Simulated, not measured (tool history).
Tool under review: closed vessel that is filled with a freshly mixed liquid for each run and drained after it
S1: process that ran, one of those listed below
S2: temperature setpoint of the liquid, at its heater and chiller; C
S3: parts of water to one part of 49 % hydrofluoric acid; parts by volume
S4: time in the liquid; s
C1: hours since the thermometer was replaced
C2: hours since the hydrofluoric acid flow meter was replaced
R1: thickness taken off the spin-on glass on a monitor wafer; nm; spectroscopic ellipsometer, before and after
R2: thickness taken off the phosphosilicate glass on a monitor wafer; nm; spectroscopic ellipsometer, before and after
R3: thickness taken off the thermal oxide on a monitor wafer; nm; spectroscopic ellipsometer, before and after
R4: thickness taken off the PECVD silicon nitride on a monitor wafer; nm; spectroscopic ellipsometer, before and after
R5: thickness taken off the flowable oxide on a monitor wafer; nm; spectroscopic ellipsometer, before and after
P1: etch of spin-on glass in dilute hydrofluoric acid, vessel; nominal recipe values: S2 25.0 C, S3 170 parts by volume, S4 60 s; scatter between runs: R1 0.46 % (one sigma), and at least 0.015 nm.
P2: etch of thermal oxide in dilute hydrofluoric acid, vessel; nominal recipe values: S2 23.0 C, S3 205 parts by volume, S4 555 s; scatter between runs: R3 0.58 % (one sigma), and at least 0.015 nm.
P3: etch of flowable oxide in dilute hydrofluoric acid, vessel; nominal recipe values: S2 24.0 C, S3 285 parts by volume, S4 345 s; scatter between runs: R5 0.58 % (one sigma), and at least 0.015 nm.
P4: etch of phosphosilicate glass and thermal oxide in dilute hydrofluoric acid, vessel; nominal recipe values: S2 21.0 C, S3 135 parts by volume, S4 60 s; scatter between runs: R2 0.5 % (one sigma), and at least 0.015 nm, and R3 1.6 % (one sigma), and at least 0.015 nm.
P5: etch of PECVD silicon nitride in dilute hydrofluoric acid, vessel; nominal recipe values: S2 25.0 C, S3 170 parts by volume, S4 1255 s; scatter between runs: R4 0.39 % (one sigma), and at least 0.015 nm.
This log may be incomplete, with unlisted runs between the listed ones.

run 1 hour=18.3 | S1=P1 S2=25.0 S3=170 S4=60 | C1=149.2 C2=1939.0 | R1=11.1490
run 2 hour=27.4 | S1=P4 S2=17.0 S3=135 S4=60 | C1=158.3 C2=1948.1 | R2=65.192 R3=1.4588
run 3 hour=37.4 | S1=P5 S2=25.0 S3=170 S4=1255 | C1=168.3 C2=1958.1 | R4=13.89900
run 4 hour=49.3 | S1=P1 S2=25.0 S3=170 S4=60 | C1=180.2 C2=1970.0 | R1=11.0380
run 5 hour=62.3 | S1=P2 S2=18.0 S3=205 S4=555 | C1=193.2 C2=1983.0 | R3=9.1857
run 6 hour=74.3 | S1=P3 S2=17.0 S3=285 S4=345 | C1=205.2 C2=1995.0 | R5=24.475
run 7 hour=83.7 | S1=P5 S2=17.5 S3=170 S4=1255 | C1=214.6 C2=2004.4 | R4=8.45510
run 8 hour=95.5 | S1=P5 S2=25.0 S3=90 S4=1255 | C1=226.4 C2=2016.2 | R4=26.14400
run 9 hour=112.8 | S1=P2 S2=23.0 S3=205 S4=555 | C1=243.7 C2=2033.5 | R3=11.0300
run 10 hour=127.3 | S1=P5 S2=25.0 S3=170 S4=1255 | C1=258.2 C2=2048.0 | R4=13.88200
run 11 hour=142.5 | S1=P1 S2=17.5 S3=170 S4=30 | C1=273.4 C2=2063.2 | R1=4.1665
run 12 hour=156.5 | S1=P2 S2=23.0 S3=205 S4=140 | C1=287.4 C2=2077.2 | R3=2.8179
run 13 hour=168.6 | S1=P1 S2=25.0 S3=265 S4=60 | C1=299.5 C2=2089.3 | R1=6.4918
run 14 hour=183.4 | S1=P1 S2=25.0 S3=170 S4=60 | C1=314.3 C2=2104.1 | R1=11.1560
run 15 hour=199.1 | S1=P2 S2=23.0 S3=85 S4=555 | C1=330.0 C2=2119.8 | R3=30.6570
run 16 hour=214.7 | S1=P1 S2=25.0 S3=170 S4=60 | C1=345.6 C2=2135.4 | R1=11.1350
run 17 hour=223.9 | S1=P3 S2=24.0 S3=285 S4=345 | C1=354.8 C2=2144.6 | R5=31.707
run 18 hour=242.3 | S1=P4 S2=21.0 S3=70 S4=60 | C1=373.2 C2=2163.0 | R2=157.760 R3=3.5155
run 19 hour=259.8 | S1=P2 S2=23.0 S3=205 S4=555 | C1=390.7 C2=2180.5 | R3=11.0860
-- hour=271.8 thermometer replaced
run 20 hour=272.4 | S1=P1 S2=25.0 S3=170 S4=100 | C1=0.7 C2=2193.1 | R1=18.6560
run 21 hour=289.7 | S1=P1 S2=25.0 S3=170 S4=60 | C1=18.0 C2=2210.4 | R1=11.1140
run 22 hour=307.5 | S1=P3 S2=24.0 S3=285 S4=680 | C1=35.8 C2=2228.2 | R5=62.618
run 23 hour=317.6 | S1=P1 S2=25.0 S3=170 S4=30 | C1=45.9 C2=2238.3 | R1=5.5499
run 24 hour=328.4 | S1=P1 S2=19.0 S3=170 S4=60 | C1=56.7 C2=2249.1 | R1=8.8244
run 25 hour=347.3 | S1=P4 S2=21.0 S3=135 S4=60 | C1=75.6 C2=2268.0 | R2=75.939 R3=1.7249
run 26 hour=361.4 | S1=P3 S2=24.0 S3=410 S4=345 | C1=89.7 C2=2282.1 | R5=19.598
run 27 hour=372.9 | S1=P3 S2=24.0 S3=285 S4=345 | C1=101.2 C2=2293.6 | R5=31.839
run 28 hour=383.0 | S1=P5 S2=25.0 S3=170 S4=30 | C1=111.3 C2=2303.7 | R4=0.32407
run 29 hour=393.5 | S1=P1 S2=25.0 S3=170 S4=60 | C1=121.8 C2=2314.2 | R1=11.1020
run 30 hour=411.6 | S1=P4 S2=21.0 S3=135 S4=90 | C1=139.9 C2=2332.3 | R2=114.630 R3=2.5486
run 31 hour=423.5 | S1=P1 S2=25.0 S3=35 S4=60 | C1=151.8 C2=2344.2 | R1=64.0310
run 32 hour=440.6 | S1=P1 S2=31.0 S3=170 S4=60 | C1=168.9 C2=2361.3 | R1=13.6800
run 33 hour=449.1 | S1=P1 S2=25.0 S3=170 S4=60 | C1=177.4 C2=2369.8 | R1=11.0600
run 34 hour=463.6 | S1=P1 S2=25.0 S3=170 S4=60 | C1=191.9 C2=2384.3 | R1=10.8920
run 35 hour=476.8 | S1=P1 S2=25.0 S3=170 S4=60 | C1=205.1 C2=2397.5 | R1=10.6710

Estimate the outcome of run 36 from the log above:
run 36 hour=490.1 | S1=P1 S2=25.0 S3=170 S4=60 | C1=218.4 C2=2410.8 | R1=?

{"run 36": {"R1": 10.74}}

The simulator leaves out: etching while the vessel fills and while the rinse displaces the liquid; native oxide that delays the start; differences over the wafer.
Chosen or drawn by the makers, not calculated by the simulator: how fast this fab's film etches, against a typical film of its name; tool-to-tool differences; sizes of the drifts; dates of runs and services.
